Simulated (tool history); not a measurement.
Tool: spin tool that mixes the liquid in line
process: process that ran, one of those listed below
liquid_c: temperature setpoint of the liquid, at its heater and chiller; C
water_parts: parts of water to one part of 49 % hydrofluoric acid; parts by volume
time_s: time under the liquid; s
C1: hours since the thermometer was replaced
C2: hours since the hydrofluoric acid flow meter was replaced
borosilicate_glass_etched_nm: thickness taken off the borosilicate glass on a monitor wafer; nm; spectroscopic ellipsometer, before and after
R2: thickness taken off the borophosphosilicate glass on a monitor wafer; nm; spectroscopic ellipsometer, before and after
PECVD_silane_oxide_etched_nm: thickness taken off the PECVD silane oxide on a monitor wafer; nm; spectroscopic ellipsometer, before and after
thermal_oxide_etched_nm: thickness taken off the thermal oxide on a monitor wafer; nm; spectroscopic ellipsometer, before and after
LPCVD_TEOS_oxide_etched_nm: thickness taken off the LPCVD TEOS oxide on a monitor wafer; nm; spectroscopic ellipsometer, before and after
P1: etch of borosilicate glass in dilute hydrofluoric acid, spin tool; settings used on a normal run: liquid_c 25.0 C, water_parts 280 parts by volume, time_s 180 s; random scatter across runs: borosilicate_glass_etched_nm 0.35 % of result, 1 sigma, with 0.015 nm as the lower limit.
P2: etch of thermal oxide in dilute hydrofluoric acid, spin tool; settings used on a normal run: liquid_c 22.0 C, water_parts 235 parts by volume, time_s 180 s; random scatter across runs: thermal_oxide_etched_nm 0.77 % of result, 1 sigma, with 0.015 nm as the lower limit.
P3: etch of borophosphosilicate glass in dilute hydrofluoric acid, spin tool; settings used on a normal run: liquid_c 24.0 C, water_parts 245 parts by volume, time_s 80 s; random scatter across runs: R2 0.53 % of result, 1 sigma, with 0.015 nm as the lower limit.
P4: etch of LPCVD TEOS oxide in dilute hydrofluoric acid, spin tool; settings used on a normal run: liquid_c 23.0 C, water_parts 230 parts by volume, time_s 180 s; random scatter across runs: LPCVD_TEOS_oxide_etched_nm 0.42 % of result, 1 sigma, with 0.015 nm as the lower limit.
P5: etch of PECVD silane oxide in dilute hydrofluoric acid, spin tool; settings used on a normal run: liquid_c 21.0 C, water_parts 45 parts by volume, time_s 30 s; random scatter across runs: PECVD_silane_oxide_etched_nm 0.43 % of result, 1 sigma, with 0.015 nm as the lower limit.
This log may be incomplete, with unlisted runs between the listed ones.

run 1 hour=8.7 | process=P1 liquid_c=25.0 water_parts=280 time_s=180 | C1=268.7 C2=648.1 | borosilicate_glass_etched_nm=11.7970
run 2 hour=27.8 | process=P3 liquid_c=24.0 water_parts=135 time_s=80 | C1=287.8 C2=667.2 | R2=38.697
run 3 hour=40.6 | process=P1 liquid_c=25.0 water_parts=490 time_s=180 | C1=300.6 C2=680.0 | borosilicate_glass_etched_nm=5.5223
run 4 hour=50.8 | process=P5 liquid_c=21.0 water_parts=20 time_s=30 | C1=310.8 C2=690.2 | PECVD_silane_oxide_etched_nm=38.819
run 5 hour=62.0 | process=P1 liquid_c=25.0 water_parts=175 time_s=180 | C1=322.0 C2=701.4 | borosilicate_glass_etched_nm=21.0260
run 6 hour=71.9 | process=P3 liquid_c=24.0 water_parts=245 time_s=165 | C1=331.9 C2=711.3 | R2=38.849
run 7 hour=81.6 | process=P1 liquid_c=25.0 water_parts=280 time_s=70 | C1=341.6 C2=721.0 | borosilicate_glass_etched_nm=4.5692
run 8 hour=100.0 | process=P1 liquid_c=25.0 water_parts=280 time_s=180 | C1=360.0 C2=739.4 | borosilicate_glass_etched_nm=11.7850
run 9 hour=113.9 | process=P1 liquid_c=25.0 water_parts=280 time_s=180 | C1=373.9 C2=753.3 | borosilicate_glass_etched_nm=11.6530
run 10 hour=122.6 | process=P2 liquid_c=22.0 water_parts=335 time_s=180 | C1=382.6 C2=762.0 | thermal_oxide_etched_nm=1.82860
run 11 hour=133.5 | process=P4 liquid_c=23.0 water_parts=230 time_s=180 | C1=393.5 C2=772.9 | LPCVD_TEOS_oxide_etched_nm=20.6850
run 12 hour=149.4 | process=P3 liquid_c=30.5 water_parts=245 time_s=80 | C1=409.4 C2=788.8 | R2=23.756
run 13 hour=163.3 | process=P1 liquid_c=19.5 water_parts=280 time_s=320 | C1=423.3 C2=802.7 | borosilicate_glass_etched_nm=17.0650
run 14 hour=177.5 | process=P2 liquid_c=22.0 water_parts=235 time_s=180 | C1=437.5 C2=816.9 | thermal_oxide_etched_nm=2.90440
run 15 hour=190.1 | process=P5 liquid_c=21.0 water_parts=45 time_s=30 | C1=450.1 C2=829.5 | PECVD_silane_oxide_etched_nm=16.598
-- hour=194.6 hydrofluoric acid flow meter replaced
run 16 hour=207.7 | process=P1 liquid_c=25.0 water_parts=280 time_s=180 | C1=467.7 C2=13.1 | borosilicate_glass_etched_nm=11.7120
run 17 hour=225.5 | process=P1 liquid_c=29.0 water_parts=280 time_s=180 | C1=485.5 C2=30.9 | borosilicate_glass_etched_nm=13.3760
run 18 hour=244.4 | process=P2 liquid_c=22.0 water_parts=235 time_s=180 | C1=504.4 C2=49.8 | thermal_oxide_etched_nm=2.95290
run 19 hour=262.5 | process=P5 liquid_c=21.0 water_parts=45 time_s=30 | C1=522.5 C2=67.9 | PECVD_silane_oxide_etched_nm=16.674
run 20 hour=273.6 | process=P1 liquid_c=25.0 water_parts=280 time_s=180 | C1=533.6 C2=79.0 | borosilicate_glass_etched_nm=11.8020
run 21 hour=289.8 | process=P4 liquid_c=17.0 water_parts=230 time_s=180 | C1=549.8 C2=95.2 | LPCVD_TEOS_oxide_etched_nm=16.5300
run 22 hour=298.4 | process=P3 liquid_c=24.0 water_parts=245 time_s=80 | C1=558.4 C2=103.8 | R2=19.073
run 23 hour=307.6 | process=P4 liquid_c=23.0 water_parts=405 time_s=180 | C1=567.6 C2=113.0 | LPCVD_TEOS_oxide_etched_nm=9.9845
run 24 hour=321.8 | process=P5 liquid_c=17.0 water_parts=45 time_s=30 | C1=581.8 C2=127.2 | PECVD_silane_oxide_etched_nm=14.097
run 25 hour=335.2 | process=P5 liquid_c=21.0 water_parts=45 time_s=55 | C1=595.2 C2=140.6 | PECVD_silane_oxide_etched_nm=30.552
run 26 hour=349.9 | process=P2 liquid_c=29.5 water_parts=235 time_s=180 | C1=609.9 C2=155.3 | thermal_oxide_etched_nm=3.75310
run 27 hour=363.4 | process=P4 liquid_c=23.0 water_parts=230 time_s=45 | C1=623.4 C2=168.8 | LPCVD_TEOS_oxide_etched_nm=5.1660
run 28 hour=372.9 | process=P1 liquid_c=20.5 water_parts=280 time_s=180 | C1=632.9 C2=178.3 | borosilicate_glass_etched_nm=9.9014
run 29 hour=388.6 | process=P1 liquid_c=20.5 water_parts=120 time_s=180 | C1=648.6 C2=194.0 | borosilicate_glass_etched_nm=27.2900
run 30 hour=400.0 | process=P1 liquid_c=25.0 water_parts=280 time_s=315 | C1=660.0 C2=205.4 | borosilicate_glass_etched_nm=20.5620
run 31 hour=418.5 | process=P4 liquid_c=23.0 water_parts=230 time_s=180 | C1=678.5 C2=223.9 | LPCVD_TEOS_oxide_etched_nm=20.8000
run 32 hour=428.1 | process=P2 liquid_c=22.0 water_parts=235 time_s=15 | C1=688.1 C2=233.5 | thermal_oxide_etched_nm=0.25764
run 33 hour=444.6 | process=P1 liquid_c=25.0 water_parts=280 time_s=180 | C1=704.6 C2=250.0 | borosilicate_glass_etched_nm=11.7410
run 34 hour=462.3 | process=P1 liquid_c=25.0 water_parts=280 time_s=180 | C1=722.3 C2=267.7 | borosilicate_glass_etched_nm=12.1220
run 35 hour=479.8 | process=P1 liquid_c=25.0 water_parts=280 time_s=180 | C1=739.8 C2=285.2 | borosilicate_glass_etched_nm=12.3760
run 36 hour=493.3 | process=P1 liquid_c=25.0 water_parts=280 time_s=180 | C1=753.3 C2=298.7 | borosilicate_glass_etched_nm=12.4560
run 37 hour=503.0 | process=P1 liquid_c=25.0 water_parts=280 time_s=180 | C1=763.0 C2=308.4 | borosilicate_glass_etched_nm=12.5980
run 38 hour=513.2 | process=P1 liquid_c=25.0 water_parts=280 time_s=180 | C1=773.2 C2=318.6 | borosilicate_glass_etched_nm=12.6150
run 39 hour=530.5 | process=P1 liquid_c=25.0 water_parts=280 time_s=180 | C1=790.5 C2=335.9 | borosilicate_glass_etched_nm=12.5470
run 40 hour=545.7 | process=P1 liquid_c=25.0 water_parts=280 time_s=180 | C1=805.7 C2=351.1 | borosilicate_glass_etched_nm=12.5560
run 41 hour=560.2 | process=P1 liquid_c=25.0 water_parts=280 time_s=180 | C1=820.2 C2=365.6 | borosilicate_glass_etched_nm=12.6810
run 42 hour=579.4 | process=P1 liquid_c=25.0 water_parts=280 time_s=180 | C1=839.4 C2=384.8 | borosilicate_glass_etched_nm=12.6100

The output of P1 has drifted from where it used to be. Each of the 2 causes below, taken at the size shown beside it, accounts for the log equally well:
A: liquid hotter than its thermometer reads (K) = 2.24
B: hydrofluoric acid flow above the setpoint (%) = 6.17
Creep in the process output first set in at about hour 444.6.

Below are 4 check runs, each on a single wafer, with their results shown as question marks. Which of them would tell the listed causes apart, meaning the causes would give clearly different results under it?
run check 1 hour=598.6 | process=P5 liquid_c=18.0 water_parts=45 time_s=30 | PECVD_silane_oxide_etched_nm=?
run check 2 hour=598.6 | process=P4 liquid_c=23.0 water_parts=380 time_s=70 | LPCVD_TEOS_oxide_etched_nm=?
run check 3 hour=598.6 | process=P3 liquid_c=30.0 water_parts=245 time_s=155 | R2=?
run check 4 hour=598.6 | process=P2 liquid_c=29.0 water_parts=235 time_s=15 | thermal_oxide_etched_nm=?

Check results expected under each cause:
check=check_1 result=PECVD_silane_oxide_etched_nm if_A=16.129 if_B=15.603
check=check_2 result=LPCVD_TEOS_oxide_etched_nm if_A=4.5529 if_B=4.5779
check=check_3 result=R2 if_A=48.761 if_B=48.893
check=check_4 result=thermal_oxide_etched_nm if_A=0.33139 if_B=0.33153
How far apart the two closest causes lie, in the result that separates them most: check 1 3.31 %; check 2 0.55 %; check 3 0.27 %; check 4 0.04 %
Check 1 is the one run that separates the causes; every other check would come out nearly the same whichever cause is at work.

Here is what check 1 returned: PECVD_silane_oxide_etched_nm 15.631 nm. Which cause is it?

It is B: hydrofluoric acid flow above the setpoint (%).
